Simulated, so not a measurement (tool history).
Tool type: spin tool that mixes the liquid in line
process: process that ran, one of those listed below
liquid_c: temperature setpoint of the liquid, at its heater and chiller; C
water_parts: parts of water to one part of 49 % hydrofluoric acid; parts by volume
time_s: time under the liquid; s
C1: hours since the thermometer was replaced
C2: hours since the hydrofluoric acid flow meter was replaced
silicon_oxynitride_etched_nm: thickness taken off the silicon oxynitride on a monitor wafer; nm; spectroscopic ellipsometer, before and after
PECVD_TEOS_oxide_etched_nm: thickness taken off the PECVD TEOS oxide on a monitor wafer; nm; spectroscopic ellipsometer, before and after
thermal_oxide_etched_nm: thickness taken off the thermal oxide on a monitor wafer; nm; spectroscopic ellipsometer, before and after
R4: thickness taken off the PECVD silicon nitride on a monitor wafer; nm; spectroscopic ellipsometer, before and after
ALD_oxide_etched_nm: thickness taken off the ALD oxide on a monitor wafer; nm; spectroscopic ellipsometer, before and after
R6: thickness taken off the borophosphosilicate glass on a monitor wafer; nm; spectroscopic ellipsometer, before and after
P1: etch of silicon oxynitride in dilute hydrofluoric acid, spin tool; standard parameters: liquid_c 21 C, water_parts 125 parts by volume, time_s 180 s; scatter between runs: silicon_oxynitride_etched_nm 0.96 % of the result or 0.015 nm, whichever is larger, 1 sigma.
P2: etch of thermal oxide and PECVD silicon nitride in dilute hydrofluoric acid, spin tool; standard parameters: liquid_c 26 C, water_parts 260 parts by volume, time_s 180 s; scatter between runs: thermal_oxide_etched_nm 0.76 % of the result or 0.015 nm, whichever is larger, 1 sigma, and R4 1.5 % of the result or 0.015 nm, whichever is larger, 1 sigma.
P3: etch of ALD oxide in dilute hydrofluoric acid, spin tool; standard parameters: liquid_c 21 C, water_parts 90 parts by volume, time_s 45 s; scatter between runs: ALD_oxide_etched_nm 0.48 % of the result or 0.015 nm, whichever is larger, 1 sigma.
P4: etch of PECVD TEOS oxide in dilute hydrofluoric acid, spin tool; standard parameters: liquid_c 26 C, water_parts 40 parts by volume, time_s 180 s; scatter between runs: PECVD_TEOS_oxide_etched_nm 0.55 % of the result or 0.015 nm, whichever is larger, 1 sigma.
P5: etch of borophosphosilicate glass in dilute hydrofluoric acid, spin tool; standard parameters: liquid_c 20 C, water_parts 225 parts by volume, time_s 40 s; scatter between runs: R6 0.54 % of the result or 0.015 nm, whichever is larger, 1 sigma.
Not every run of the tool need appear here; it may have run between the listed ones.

Run 1, hour 13.5: process P1, liquid_c 21 C, water_parts 125 parts by volume, time_s 180 s; C1 1263; C2 1415.1. Result: silicon_oxynitride_etched_nm 2.4989 nm.
Run 2, hour 22.8: process P4, liquid_c 30 C, water_parts 40 parts by volume, time_s 180 s; C1 1272.3; C2 1424.4. Result: PECVD_TEOS_oxide_etched_nm 51.898 nm.
Run 3, hour 32.6: process P1, liquid_c 21 C, water_parts 125 parts by volume, time_s 180 s; C1 1282.1; C2 1434.2. Result: silicon_oxynitride_etched_nm 2.5102 nm.
Run 4, hour 43.1: process P1, liquid_c 21 C, water_parts 215 parts by volume, time_s 350 s; C1 1292.6; C2 1444.7. Result: silicon_oxynitride_etched_nm 2.6121 nm.
Run 5, hour 50.9: process P2, liquid_c 26 C, water_parts 260 parts by volume, time_s 355 s; C1 1300.4; C2 1452.5. Result: thermal_oxide_etched_nm 5.8427 nm, R4 2.9265 nm.
Run 6, hour 65.8: process P4, liquid_c 26 C, water_parts 40 parts by volume, time_s 55 s; C1 1315.3; C2 1467.4. Result: PECVD_TEOS_oxide_etched_nm 13.444 nm.
Run 7, hour 73.7: process P3, liquid_c 21 C, water_parts 90 parts by volume, time_s 45 s; C1 1323.2; C2 1475.3. Result: ALD_oxide_etched_nm 5.3791 nm.
Run 8, hour 85.8: process P1, liquid_c 21 C, water_parts 200 parts by volume, time_s 335 s; C1 1335.3; C2 1487.4. Result: silicon_oxynitride_etched_nm 2.7703 nm.
Run 9, hour 93.3: process P1, liquid_c 21 C, water_parts 125 parts by volume, time_s 15 s; C1 1342.8; C2 1494.9. Result: silicon_oxynitride_etched_nm 0.20047 nm.
Run 10, hour 105.2: process P1, liquid_c 21 C, water_parts 125 parts by volume, time_s 180 s; C1 1354.7; C2 1506.8. Result: silicon_oxynitride_etched_nm 2.4879 nm.
Run 11, hour 113.4: process P4, liquid_c 26 C, water_parts 20 parts by volume, time_s 180 s; C1 1362.9; C2 1515. Result: PECVD_TEOS_oxide_etched_nm 90.983 nm.
Run 12, hour 121.3: process P5, liquid_c 20 C, water_parts 45 parts by volume, time_s 40 s; C1 1370.8; C2 1522.9. Result: R6 29.255 nm.
Run 13, hour 130.3: process P2, liquid_c 33.5 C, water_parts 260 parts by volume, time_s 180 s; C1 1379.8; C2 1531.9. Result: thermal_oxide_etched_nm 3.7706 nm, R4 2.3268 nm.
Run 14, hour 145.8: process P1, liquid_c 21 C, water_parts 80 parts by volume, time_s 180 s; C1 1395.3; C2 1547.4. Result: silicon_oxynitride_etched_nm 4.0039 nm.
Run 15, hour 154.7: process P1, liquid_c 25.5 C, water_parts 125 parts by volume, time_s 180 s; C1 1404.2; C2 1556.3. Result: silicon_oxynitride_etched_nm 3.0282 nm.
Run 16, hour 167.3: process P5, liquid_c 17 C, water_parts 225 parts by volume, time_s 40 s; C1 1416.8; C2 1568.9. Result: R6 4.2777 nm.
Run 17, hour 181.8: process P1, liquid_c 21 C, water_parts 215 parts by volume, time_s 180 s; C1 1431.3; C2 1583.4. Result: silicon_oxynitride_etched_nm 1.354 nm.
Run 18, hour 190.8: process P2, liquid_c 26 C, water_parts 130 parts by volume, time_s 180 s; C1 1440.3; C2 1592.4. Result: thermal_oxide_etched_nm 6.9232 nm, R4 2.9884 nm.
Run 19, hour 205.2: process P1, liquid_c 21 C, water_parts 125 parts by volume, time_s 180 s; C1 1454.7; C2 1606.8. Result: silicon_oxynitride_etched_nm 2.4922 nm.
Run 20, hour 215.8: process P3, liquid_c 17 C, water_parts 90 parts by volume, time_s 45 s; C1 1465.3; C2 1617.4. Result: ALD_oxide_etched_nm 4.5975 nm.
Run 21, hour 228.5: process P5, liquid_c 20 C, water_parts 225 parts by volume, time_s 15 s; C1 1478; C2 1630.1. Result: R6 1.8501 nm.
Run 22, hour 243.7: process P4, liquid_c 26 C, water_parts 40 parts by volume, time_s 180 s; C1 1493.2; C2 1645.3. Result: PECVD_TEOS_oxide_etched_nm 44.246 nm.
Run 23, hour 252.9: process P1, liquid_c 21 C, water_parts 125 parts by volume, time_s 180 s; C1 1502.4; C2 1654.5. Result: silicon_oxynitride_etched_nm 2.4859 nm.
Run 24, hour 260.8: process P1, liquid_c 17 C, water_parts 125 parts by volume, time_s 180 s; C1 1510.3; C2 1662.4. Result: silicon_oxynitride_etched_nm 2.0535 nm.
Run 25, hour 272.6: process P3, liquid_c 21 C, water_parts 90 parts by volume, time_s 15 s; C1 1522.1; C2 1674.2. Result: ALD_oxide_etched_nm 1.8282 nm.
Run 26, hour 285.4: process P3, liquid_c 21 C, water_parts 35 parts by volume, time_s 45 s; C1 1534.9; C2 1687. Result: ALD_oxide_etched_nm 14.938 nm.
Run 27, hour 295.7: process P3, liquid_c 21 C, water_parts 90 parts by volume, time_s 45 s; C1 1545.2; C2 1697.3. Result: ALD_oxide_etched_nm 5.428 nm.
Run 28, hour 310.4: process P2, liquid_c 26 C, water_parts 260 parts by volume, time_s 180 s; C1 1559.9; C2 1712. Result: thermal_oxide_etched_nm 2.9245 nm, R4 1.4749 nm.
At hour 312.3: thermometer replaced.
Run 29, hour 322.3: process P5, liquid_c 20 C, water_parts 225 parts by volume, time_s 40 s; C1 10; C2 1723.9. Result: R6 4.7523 nm.
Run 30, hour 331.7: process P5, liquid_c 20 C, water_parts 225 parts by volume, time_s 40 s; C1 19.4; C2 1733.3. Result: R6 4.8443 nm.
Run 31, hour 339.9: process P1, liquid_c 17 C, water_parts 60 parts by volume, time_s 180 s; C1 27.6; C2 1741.5. Result: silicon_oxynitride_etched_nm 4.5066 nm.
Run 32, hour 354.4: process P1, liquid_c 21 C, water_parts 125 parts by volume, time_s 330 s; C1 42.1; C2 1756. Result: silicon_oxynitride_etched_nm 4.4956 nm.
Run 33, hour 362.3: process P1, liquid_c 21 C, water_parts 125 parts by volume, time_s 180 s; C1 50; C2 1763.9. Result: silicon_oxynitride_etched_nm 2.5173 nm.
Run 34, hour 371.4: process P1, liquid_c 21 C, water_parts 125 parts by volume, time_s 180 s; C1 59.1; C2 1773. Result: silicon_oxynitride_etched_nm 2.4432 nm.
Run 35, hour 385.2: process P1, liquid_c 21 C, water_parts 125 parts by volume, time_s 180 s; C1 72.9; C2 1786.8. Result: silicon_oxynitride_etched_nm 2.3648 nm.
Run 36, hour 398.5: process P1, liquid_c 21 C, water_parts 125 parts by volume, time_s 180 s; C1 86.2; C2 1800.1. Result: silicon_oxynitride_etched_nm 2.3671 nm.
Run 37, hour 408.1: process P1, liquid_c 21 C, water_parts 125 parts by volume, time_s 180 s; C1 95.8; C2 1809.7. Result: silicon_oxynitride_etched_nm 2.3421 nm.
Run 38, hour 421.4: process P1, liquid_c 21 C, water_parts 125 parts by volume, time_s 180 s; C1 109.1; C2 1823. Result: silicon_oxynitride_etched_nm 2.2626 nm.
Run 39, hour 436.8: process P1, liquid_c 21 C, water_parts 125 parts by volume, time_s 180 s; C1 124.5; C2 1838.4. Result: silicon_oxynitride_etched_nm 2.2963 nm.

Forecast run 40:
Run 40, hour 443.9: process P1, liquid_c 21 C, water_parts 125 parts by volume, time_s 180 s; C1 131.6; C2 1845.5. Result: silicon_oxynitride_etched_nm ?.

Run 40 came out at silicon_oxynitride_etched_nm 2.2817 nm.
